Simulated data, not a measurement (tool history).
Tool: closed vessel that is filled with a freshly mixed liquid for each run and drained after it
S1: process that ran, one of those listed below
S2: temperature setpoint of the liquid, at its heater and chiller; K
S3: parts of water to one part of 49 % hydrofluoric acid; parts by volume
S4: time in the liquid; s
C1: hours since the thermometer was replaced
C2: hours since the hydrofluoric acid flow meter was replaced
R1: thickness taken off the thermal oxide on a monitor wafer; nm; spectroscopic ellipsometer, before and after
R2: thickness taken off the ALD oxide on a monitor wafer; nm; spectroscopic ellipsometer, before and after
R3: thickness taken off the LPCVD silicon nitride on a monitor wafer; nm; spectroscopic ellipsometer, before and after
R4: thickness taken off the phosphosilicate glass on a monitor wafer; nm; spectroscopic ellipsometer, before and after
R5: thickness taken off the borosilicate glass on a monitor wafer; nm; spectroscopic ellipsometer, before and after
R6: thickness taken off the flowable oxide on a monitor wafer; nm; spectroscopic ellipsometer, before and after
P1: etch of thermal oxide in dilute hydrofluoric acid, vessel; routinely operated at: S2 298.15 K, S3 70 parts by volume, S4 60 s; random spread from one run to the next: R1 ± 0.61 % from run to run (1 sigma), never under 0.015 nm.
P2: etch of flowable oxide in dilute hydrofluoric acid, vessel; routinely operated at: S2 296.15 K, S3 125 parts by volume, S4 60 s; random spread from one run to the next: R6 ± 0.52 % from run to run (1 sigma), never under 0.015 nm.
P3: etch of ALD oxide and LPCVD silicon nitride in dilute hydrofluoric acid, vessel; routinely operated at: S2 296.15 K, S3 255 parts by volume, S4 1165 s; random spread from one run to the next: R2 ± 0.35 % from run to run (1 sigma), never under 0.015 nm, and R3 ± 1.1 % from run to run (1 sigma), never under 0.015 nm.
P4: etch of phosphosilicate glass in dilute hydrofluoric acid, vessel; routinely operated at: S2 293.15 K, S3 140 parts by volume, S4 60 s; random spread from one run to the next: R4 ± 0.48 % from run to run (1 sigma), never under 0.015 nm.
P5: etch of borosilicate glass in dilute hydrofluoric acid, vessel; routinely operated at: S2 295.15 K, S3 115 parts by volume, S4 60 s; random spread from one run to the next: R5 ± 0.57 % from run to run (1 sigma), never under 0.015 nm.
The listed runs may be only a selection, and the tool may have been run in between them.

{"run": 1, "hour": 10.6, "S1": "P1", "S2": 298.15, "S3": 70, "S4": 60, "C1": 654.8, "C2": 207.0, "R1": 4.2309}
{"run": 2, "hour": 20.9, "S1": "P3", "S2": 296.15, "S3": 255, "S4": 1760, "C1": 665.1, "C2": 217.3, "R2": 55.323, "R3": 3.4319}
{"run": 3, "hour": 38.6, "S1": "P4", "S2": 293.15, "S3": 140, "S4": 60, "C1": 682.8, "C2": 235.0, "R4": 37.44}
{"run": 4, "hour": 53.5, "S1": "P3", "S2": 296.15, "S3": 405, "S4": 1165, "C1": 697.7, "C2": 249.9, "R2": 20.03, "R3": 1.4618}
{"run": 5, "hour": 70.5, "S1": "P3", "S2": 302.15, "S3": 255, "S4": 1165, "C1": 714.7, "C2": 266.9, "R2": 44.98, "R3": 3.3171}
{"run": 6, "hour": 81.3, "S1": "P5", "S2": 295.15, "S3": 115, "S4": 90, "C1": 725.5, "C2": 277.7, "R5": 23.417}
{"run": 7, "hour": 96.3, "S1": "P1", "S2": 290.15, "S3": 45, "S4": 60, "C1": 740.5, "C2": 292.7, "R1": 4.8481}
{"run": 8, "hour": 113.6, "S1": "P5", "S2": 295.15, "S3": 115, "S4": 60, "C1": 757.8, "C2": 310.0, "R5": 15.714}
{"run": 9, "hour": 128.3, "S1": "P1", "S2": 298.15, "S3": 120, "S4": 60, "C1": 772.5, "C2": 324.7, "R1": 2.3403}
{"run": 10, "hour": 145.4, "S1": "P1", "S2": 298.15, "S3": 70, "S4": 60, "C1": 789.6, "C2": 341.8, "R1": 4.2135}
{"run": 11, "hour": 154.1, "S1": "P5", "S2": 295.15, "S3": 55, "S4": 60, "C1": 798.3, "C2": 350.5, "R5": 35.159}
{"run": 12, "hour": 162.0, "S1": "P2", "S2": 296.15, "S3": 125, "S4": 30, "C1": 806.2, "C2": 358.4, "R6": 11.575}
{"run": 13, "hour": 178.0, "S1": "P1", "S2": 298.15, "S3": 70, "S4": 60, "C1": 822.2, "C2": 374.4, "R1": 4.2006}
{"run": 14, "hour": 186.9, "S1": "P1", "S2": 298.15, "S3": 70, "S4": 110, "C1": 831.1, "C2": 383.3, "R1": 7.7182}
{"run": 15, "hour": 201.8, "S1": "P4", "S2": 293.15, "S3": 140, "S4": 90, "C1": 846.0, "C2": 398.2, "R4": 56.048}
{"run": 16, "hour": 218.3, "S1": "P1", "S2": 298.15, "S3": 70, "S4": 60, "C1": 862.5, "C2": 414.7, "R1": 4.2157}
{"run": 17, "hour": 235.3, "S1": "P3", "S2": 296.15, "S3": 255, "S4": 1165, "C1": 879.5, "C2": 431.7, "R2": 36.544, "R3": 2.2239}
{"run": 18, "hour": 246.0, "S1": "P2", "S2": 296.15, "S3": 125, "S4": 60, "C1": 890.2, "C2": 442.4, "R6": 23.069}
{"run": 19, "hour": 254.3, "S1": "P1", "S2": 298.15, "S3": 95, "S4": 85, "C1": 898.5, "C2": 450.7, "R1": 4.2832}
{"run": 20, "hour": 267.9, "S1": "P2", "S2": 296.15, "S3": 45, "S4": 60, "C1": 912.1, "C2": 464.3, "R6": 71.098}
{"run": 21, "hour": 283.2, "S1": "P1", "S2": 303.65, "S3": 70, "S4": 60, "C1": 927.4, "C2": 479.6, "R1": 5.217}
{"run": 22, "hour": 295.1, "S1": "P2", "S2": 296.15, "S3": 125, "S4": 60, "C1": 939.3, "C2": 491.5, "R6": 23.241}
{"run": 23, "hour": 312.5, "S1": "P1", "S2": 298.15, "S3": 70, "S4": 60, "C1": 956.7, "C2": 508.9, "R1": 4.2351}
{"run": 24, "hour": 320.8, "S1": "P4", "S2": 293.15, "S3": 45, "S4": 60, "C1": 965.0, "C2": 517.2, "R4": 129.63}
{"run": 25, "hour": 336.9, "S1": "P1", "S2": 291.65, "S3": 70, "S4": 60, "C1": 981.1, "C2": 533.3, "R1": 3.2067}
{"run": 26, "hour": 350.7, "S1": "P1", "S2": 298.15, "S3": 25, "S4": 60, "C1": 994.9, "C2": 547.1, "R1": 12.544}
{"run": 27, "hour": 361.0, "S1": "P5", "S2": 290.15, "S3": 115, "S4": 60, "C1": 1005.2, "C2": 557.4, "R5": 12.832}
{"run": 28, "hour": 372.2, "S1": "P1", "S2": 298.15, "S3": 70, "S4": 30, "C1": 1016.4, "C2": 568.6, "R1": 2.1384}
{"run": 29, "hour": 385.2, "S1": "P1", "S2": 298.15, "S3": 110, "S4": 30, "C1": 1029.4, "C2": 581.6, "R1": 1.2695}
{"run": 30, "hour": 393.2, "S1": "P4", "S2": 300.15, "S3": 140, "S4": 60, "C1": 1037.4, "C2": 589.6, "R4": 48.682}
{"run": 31, "hour": 406.7, "S1": "P2", "S2": 301.65, "S3": 125, "S4": 60, "C1": 1050.9, "C2": 603.1, "R6": 28.746}
{"run": 32, "hour": 415.2, "S1": "P1", "S2": 298.15, "S3": 70, "S4": 60, "C1": 1059.4, "C2": 611.6, "R1": 4.2088}
{"run": 33, "hour": 430.8, "S1": "P1", "S2": 298.15, "S3": 70, "S4": 60, "C1": 1075.0, "C2": 627.2, "R1": 4.3189}
{"run": 34, "hour": 444.4, "S1": "P1", "S2": 298.15, "S3": 70, "S4": 60, "C1": 1088.6, "C2": 640.8, "R1": 4.4483}
{"run": 35, "hour": 457.1, "S1": "P1", "S2": 298.15, "S3": 70, "S4": 60, "C1": 1101.3, "C2": 653.5, "R1": 4.521}
{"run": 36, "hour": 467.7, "S1": "P1", "S2": 298.15, "S3": 70, "S4": 60, "C1": 1111.9, "C2": 664.1, "R1": 4.4821}
{"run": 37, "hour": 483.3, "S1": "P1", "S2": 298.15, "S3": 70, "S4": 60, "C1": 1127.5, "C2": 679.7, "R1": 4.5413}
{"run": 38, "hour": 499.8, "S1": "P1", "S2": 298.15, "S3": 70, "S4": 60, "C1": 1144.0, "C2": 696.2, "R1": 4.5811}
{"run": 39, "hour": 508.9, "S1": "P1", "S2": 298.15, "S3": 70, "S4": 60, "C1": 1153.1, "C2": 705.3, "R1": 4.5241}

The output of P1 has drifted from where it used to be. Each of the 2 causes below, taken at the size shown beside it, accounts for the log equally well:
A: hydrofluoric acid flow above the setpoint (%) = 6.85
B: liquid hotter than its thermometer reads (K) = 1.82
Creep in the process output first set in at about hour 415.2.

Consider the 4 check runs below, whose results appear as question marks and each of which averages 2 wafers. Which one distinguishes the causes, in that each cause would give it a clearly different result?
{"run": "check 1", "hour": 518.0, "S1": "P2", "S2": 296.15, "S3": 125, "S4": 60, "R6": "?"}
{"run": "check 2", "hour": 518.0, "S1": "P4", "S2": 293.15, "S3": 140, "S4": 60, "R4": "?"}
{"run": "check 3", "hour": 518.0, "S1": "P5", "S2": 295.15, "S3": 115, "S4": 60, "R5": "?"}
{"run": "check 4", "hour": 518.0, "S1": "P3", "S2": 296.15, "S3": 255, "S4": 1165, "R2": "?", "R3": "?"}

Predicted outcomes, by check and by cause:
check=check_1 result=R6 if_A=25.049 if_B=24.933
check=check_2 result=R4 if_A=40.239 if_B=40.094
check=check_3 result=R5 if_A=16.805 if_B=16.760
check=check_4 result=R2 if_A=39.726 if_B=39.033
check=check_4 result=R3 if_A=2.4083 if_B=2.5258
Gap, in per cent, between the two causes that each check separates least, read from the result that separates them most: check 1 0.47 %; check 2 0.36 %; check 3 0.27 %; check 4 4.76 %
Of the check runs offered, only check 4 discriminates between the causes; the rest would read about the same regardless of which cause applies.

Running check 4 produced the following: R2 39.874 nm; R3 2.4142 nm. Which one of the listed causes fits?

The cause is A: hydrofluoric acid flow above the setpoint (%).
